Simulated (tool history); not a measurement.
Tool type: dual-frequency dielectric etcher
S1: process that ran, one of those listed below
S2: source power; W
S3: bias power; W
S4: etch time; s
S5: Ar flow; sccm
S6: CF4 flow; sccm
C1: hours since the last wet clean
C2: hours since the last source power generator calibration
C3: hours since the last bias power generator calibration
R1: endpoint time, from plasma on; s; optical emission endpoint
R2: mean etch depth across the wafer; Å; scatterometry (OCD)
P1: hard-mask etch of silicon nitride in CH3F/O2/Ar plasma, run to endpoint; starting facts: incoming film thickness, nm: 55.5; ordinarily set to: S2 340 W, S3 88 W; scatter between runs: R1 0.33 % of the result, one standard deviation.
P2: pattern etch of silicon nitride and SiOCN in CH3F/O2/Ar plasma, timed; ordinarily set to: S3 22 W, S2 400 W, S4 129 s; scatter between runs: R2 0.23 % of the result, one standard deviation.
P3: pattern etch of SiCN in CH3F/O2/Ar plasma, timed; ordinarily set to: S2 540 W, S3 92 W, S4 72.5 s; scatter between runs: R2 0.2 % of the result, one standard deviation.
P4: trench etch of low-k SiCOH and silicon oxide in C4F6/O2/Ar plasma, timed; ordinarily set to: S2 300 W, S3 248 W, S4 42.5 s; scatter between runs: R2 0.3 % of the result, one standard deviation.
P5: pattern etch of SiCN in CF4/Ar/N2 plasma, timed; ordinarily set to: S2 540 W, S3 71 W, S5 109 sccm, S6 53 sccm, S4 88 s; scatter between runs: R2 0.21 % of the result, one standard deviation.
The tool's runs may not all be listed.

run   hour  S1   S2   S3     S4   S5  S6     C1      C2      C3      R1      R2
  1      7  P1  340   88                  177.2  1655.7  1164.3  80.512
  2   12.7  P4  300  248   24.5           182.9  1661.4    1170          774.11
  3   22.7  P1  340  120                  192.9  1671.4    1180  72.213
  4   29.3  P1  340   88                  199.5    1678  1186.6  81.283
  5     36  P5  540   71     88  109  42  206.2  1684.7  1193.3          797.94
  6   45.8  P1  450   71                    216  1694.5  1203.1  78.157
  7   54.4  P3  410   92   72.5           224.6  1703.1  1211.7           292.2
  8   61.6  P5  540   92     88  109  53  231.8  1710.3  1218.9          912.33
  9   68.1  P4  300  327   42.5           238.3  1716.8  1225.4          1487.2
 10   76.5  P1  270   88                  246.7  1725.2  1233.8  88.411
 11   81.4  P2  400   22  188.5           251.6  1730.1  1238.7          254.72
 12   89.5  P2  400   17    129           259.7  1738.2  1246.8          156.56
 13   94.2  P3  540   92   72.5           264.4  1742.9  1251.5          323.17
 14   99.1  P1  340   52                  269.3  1747.8  1256.4  96.758
 15  107.6  P1  340   88                  277.8  1756.3  1264.9   80.96
 16  113.9  P4  300  248   42.5           284.1  1762.6  1271.2          1341.1
 17  121.1  P2  280   22    129           291.3  1769.8  1278.4           154.1
 18  126.3  P5  540   71    123  109  53  296.5    1775  1283.6          1160.9
 19    134  P3  540   92   40.5           304.2  1782.7  1291.3          180.05
 20  144.2  P1  470   88                  314.4  1792.9  1301.5  71.701
 21  152.8  P4  390  248   42.5             323  1801.5  1310.1          1478.3
 22  162.5  P1  340   88                  332.7  1811.2  1319.8  80.371
 23  167.4  P1  340   88                  337.6  1816.1  1324.7  81.073
 24  176.4  P2  400   22    129           346.6  1825.1  1333.7          174.19
 25  186.5  P5  540   71     88   67  53  356.7  1835.2  1343.8          896.34
 26  192.3  P3  540  125   72.5           362.5    1841  1349.6          361.44
 27    200  P5  710   71     88  109  53  370.2  1848.7  1357.3          1056.4
 28  207.9  P5  540   71     88  109  53  378.1  1856.6  1365.2          829.58
 29  215.1  P3  540   92   72.5           385.3  1863.8  1372.4           322.5
 30    223  P5  540   71     88  109  53  393.2  1871.7  1380.3          828.28
 31  231.9  P1  340   88                  402.1  1880.6  1389.2  81.385
 32  239.8  P1  340   88                    410  1888.5  1397.1  80.596
 33  247.8  P1  340   88                    418  1896.5  1405.1  79.893
 34  252.6  P1  340   88                  422.8  1901.3  1409.9  79.817
     254.9  -- wet clean of the chamber
 35  260.8  P1  340   88                    5.9  1909.5  1418.1  79.746
 36  270.3  P1  340   88                   15.4    1919  1427.6  79.632
 37  278.3  P1  340   88                   23.4    1927  1435.6  79.641
 38  284.7  P1  340   88                   29.8  1933.4    1442  79.317

Compared with where it was, what P1 gives has crept away. Each cause listed below fits the log as well as the rest, at the size given for it:
A: bias power that arrives over what is set, % = 4.8
B: source power that arrives over what is set, % = 4.67
The drift started at roughly hour 231.9.
The rest of the possible causes, and what rules out each one:
chamber walls in a state that raises the etch rate, %: serviced at hour 254.9, after the drift had started, without restoring the earlier output

Which of the 4 check runs listed below separates the causes, so that each cause would produce a clearly different result? Each run uses one wafer, and its results are marked with question marks.
check 1  291.1  P3  540   92  72.5                            ?
check 2  291.1  P4  300  248  42.5                            ?
check 3  291.1  P5  540   71    88  109  53                   ?
check 4  291.1  P2  400   22   129                            ?

If the cause were each of the candidates in turn, the checks would give the following:
  check  result    if A    if B
check 1      R2  328.32  328.28
check 2      R2  1367.5  1369.1
check 3      R2  844.27  863.75
check 4      R2   178.2   177.3
Separation of the two closest causes in each check, using whichever result separates them best: check 1 0.01 %; check 2 0.12 %; check 3 2.28 %; check 4 0.51 %
Check 3 tells the causes apart: in the others they would give nearly the same result.

Then check 3 was run and gave: R2 841.85 Å. Which cause is it?

The cause is A: bias power that arrives over what is set, %.
